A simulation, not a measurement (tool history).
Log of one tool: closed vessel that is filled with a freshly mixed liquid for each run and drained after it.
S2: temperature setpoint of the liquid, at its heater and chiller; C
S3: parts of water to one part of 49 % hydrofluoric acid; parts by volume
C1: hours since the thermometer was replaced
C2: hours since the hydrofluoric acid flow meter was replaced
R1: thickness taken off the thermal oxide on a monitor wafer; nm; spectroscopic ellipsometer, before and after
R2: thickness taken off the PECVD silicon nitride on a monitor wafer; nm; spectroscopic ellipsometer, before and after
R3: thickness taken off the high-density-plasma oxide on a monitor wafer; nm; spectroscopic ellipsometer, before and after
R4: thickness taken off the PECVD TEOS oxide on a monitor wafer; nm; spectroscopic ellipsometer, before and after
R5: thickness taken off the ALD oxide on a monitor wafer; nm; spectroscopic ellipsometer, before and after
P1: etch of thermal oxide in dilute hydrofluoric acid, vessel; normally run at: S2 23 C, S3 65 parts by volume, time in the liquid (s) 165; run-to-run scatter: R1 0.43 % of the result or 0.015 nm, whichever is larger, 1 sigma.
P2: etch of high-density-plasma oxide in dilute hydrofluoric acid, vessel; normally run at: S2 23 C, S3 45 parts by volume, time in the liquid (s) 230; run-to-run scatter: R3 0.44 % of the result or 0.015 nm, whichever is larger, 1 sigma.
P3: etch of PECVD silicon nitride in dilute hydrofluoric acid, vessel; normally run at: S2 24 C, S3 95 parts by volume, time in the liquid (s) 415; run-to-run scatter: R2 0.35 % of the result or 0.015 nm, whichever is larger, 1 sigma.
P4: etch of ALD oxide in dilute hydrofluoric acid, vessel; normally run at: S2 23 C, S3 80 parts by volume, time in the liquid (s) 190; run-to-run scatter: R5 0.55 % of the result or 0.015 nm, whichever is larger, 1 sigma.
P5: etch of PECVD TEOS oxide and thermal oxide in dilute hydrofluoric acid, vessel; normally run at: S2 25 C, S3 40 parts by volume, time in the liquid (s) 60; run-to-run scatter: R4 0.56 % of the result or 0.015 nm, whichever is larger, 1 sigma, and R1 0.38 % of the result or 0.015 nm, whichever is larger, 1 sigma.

{"run": 1, "day": 0.117, "process that ran": "P1", "S2": 23, "S3": 65, "time in the liquid (s)": 165, "C1": 974.4, "C2": 251.7, "R1": 11.595}
{"run": 2, "day": 0.208, "process that ran": "P3", "S2": 24, "S3": 95, "time in the liquid (s)": 415, "C1": 976.6, "C2": 253.9, "R2": 7.5324}
{"run": 3, "day": 0.321, "process that ran": "P1", "S2": 23, "S3": 40, "time in the liquid (s)": 165, "C1": 979.3, "C2": 256.6, "R1": 19.54}
{"run": 4, "day": 0.4, "process that ran": "P2", "S2": 23, "S3": 20, "time in the liquid (s)": 230, "C1": 981.2, "C2": 258.5, "R3": 61.932}
{"run": 5, "day": 0.492, "process that ran": "P1", "S2": 23, "S3": 65, "time in the liquid (s)": 165, "C1": 983.4, "C2": 260.7, "R1": 11.557}
{"run": 6, "day": 0.646, "process that ran": "P1", "S2": 17.5, "S3": 65, "time in the liquid (s)": 165, "C1": 987.1, "C2": 264.4, "R1": 9.2678}
{"run": 7, "day": 0.746, "process that ran": "P5", "S2": 19, "S3": 40, "time in the liquid (s)": 60, "C1": 989.5, "C2": 266.8, "R1": 6.0008, "R4": 37.436}
{"run": 8, "day": 0.842, "process that ran": "P5", "S2": 25, "S3": 40, "time in the liquid (s)": 60, "C1": 991.8, "C2": 269.1, "R1": 7.7695, "R4": 49.164}
{"run": 9, "day": 0.971, "process that ran": "P1", "S2": 28.5, "S3": 65, "time in the liquid (s)": 165, "C1": 994.9, "C2": 272.2, "R1": 14.565}
{"run": 10, "day": 1.117, "process that ran": "P4", "S2": 23, "S3": 80, "time in the liquid (s)": 190, "C1": 998.4, "C2": 275.7, "R5": 54.195}
{"run": 11, "day": 1.25, "process that ran": "P1", "S2": 23, "S3": 65, "time in the liquid (s)": 165, "C1": 1001.6, "C2": 278.9, "R1": 11.598}
{"run": 12, "day": 1.342, "process that ran": "P3", "S2": 32.5, "S3": 95, "time in the liquid (s)": 415, "C1": 1003.8, "C2": 281.1, "R2": 12.944}
{"run": 13, "day": 1.479, "process that ran": "P1", "S2": 23, "S3": 65, "time in the liquid (s)": 165, "C1": 1007.1, "C2": 284.4, "R1": 11.619}
{"run": 14, "day": 1.558, "process that ran": "P2", "S2": 23, "S3": 45, "time in the liquid (s)": 40, "C1": 1009, "C2": 286.3, "R3": 4.6292}
{"run": 15, "day": 1.704, "process that ran": "P4", "S2": 23, "S3": 80, "time in the liquid (s)": 325, "C1": 1012.5, "C2": 289.8, "R5": 92.698}
{"run": 16, "day": 1.788, "process that ran": "P2", "S2": 23, "S3": 45, "time in the liquid (s)": 230, "C1": 1014.5, "C2": 291.8, "R3": 26.566}
{"run": 17, "day": 1.904, "process that ran": "P1", "S2": 23, "S3": 65, "time in the liquid (s)": 290, "C1": 1017.3, "C2": 294.6, "R1": 20.58}
{"run": 18, "day": 1.992, "process that ran": "P1", "S2": 17, "S3": 65, "time in the liquid (s)": 65, "C1": 1019.4, "C2": 296.7, "R1": 3.5684}
{"run": 19, "day": 2.075, "process that ran": "P4", "S2": 19, "S3": 80, "time in the liquid (s)": 190, "C1": 1021.4, "C2": 298.7, "R5": 45.596}
{"run": 20, "day": 2.238, "process that ran": "P3", "S2": 24, "S3": 20, "time in the liquid (s)": 415, "C1": 1025.3, "C2": 302.6, "R2": 34.385}
{"run": 21, "day": 2.367, "process that ran": "P3", "S2": 24, "S3": 95, "time in the liquid (s)": 75, "C1": 1028.4, "C2": 305.7, "R2": 1.3795}
{"run": 22, "day": 2.458, "process that ran": "P5", "S2": 25, "S3": 40, "time in the liquid (s)": 115, "C1": 1030.6, "C2": 307.9, "R1": 14.738, "R4": 92.87}
{"run": 23, "day": 2.571, "process that ran": "P1", "S2": 23, "S3": 105, "time in the liquid (s)": 165, "C1": 1033.3, "C2": 310.6, "R1": 6.8861}
{"run": 24, "day": 2.704, "process that ran": "P2", "S2": 23, "S3": 45, "time in the liquid (s)": 230, "C1": 1036.5, "C2": 313.8, "R3": 26.607}
{"run": 25, "day": 2.871, "process that ran": "P5", "S2": 25, "S3": 70, "time in the liquid (s)": 60, "C1": 1040.5, "C2": 317.8, "R1": 4.2505, "R4": 26.549}
{"run": 26, "day": 2.992, "process that ran": "P1", "S2": 23, "S3": 65, "time in the liquid (s)": 30, "C1": 1043.4, "C2": 320.7, "R1": 2.1343}
{"run": 27, "day": 3.167, "process that ran": "P5", "S2": 25, "S3": 40, "time in the liquid (s)": 60, "C1": 1047.6, "C2": 324.9, "R1": 7.698, "R4": 48.469}
{"run": 28, "day": 3.288, "process that ran": "P4", "S2": 23, "S3": 145, "time in the liquid (s)": 190, "C1": 1050.5, "C2": 327.8, "R5": 27.695}

Forecast run 29:
{"run": 29, "day": 3.4, "process that ran": "P3", "S2": 24, "S3": 95, "time in the liquid (s)": 415, "C1": 1053.2, "C2": 330.5, "R2": "?"}

R2: 7.5699 nm
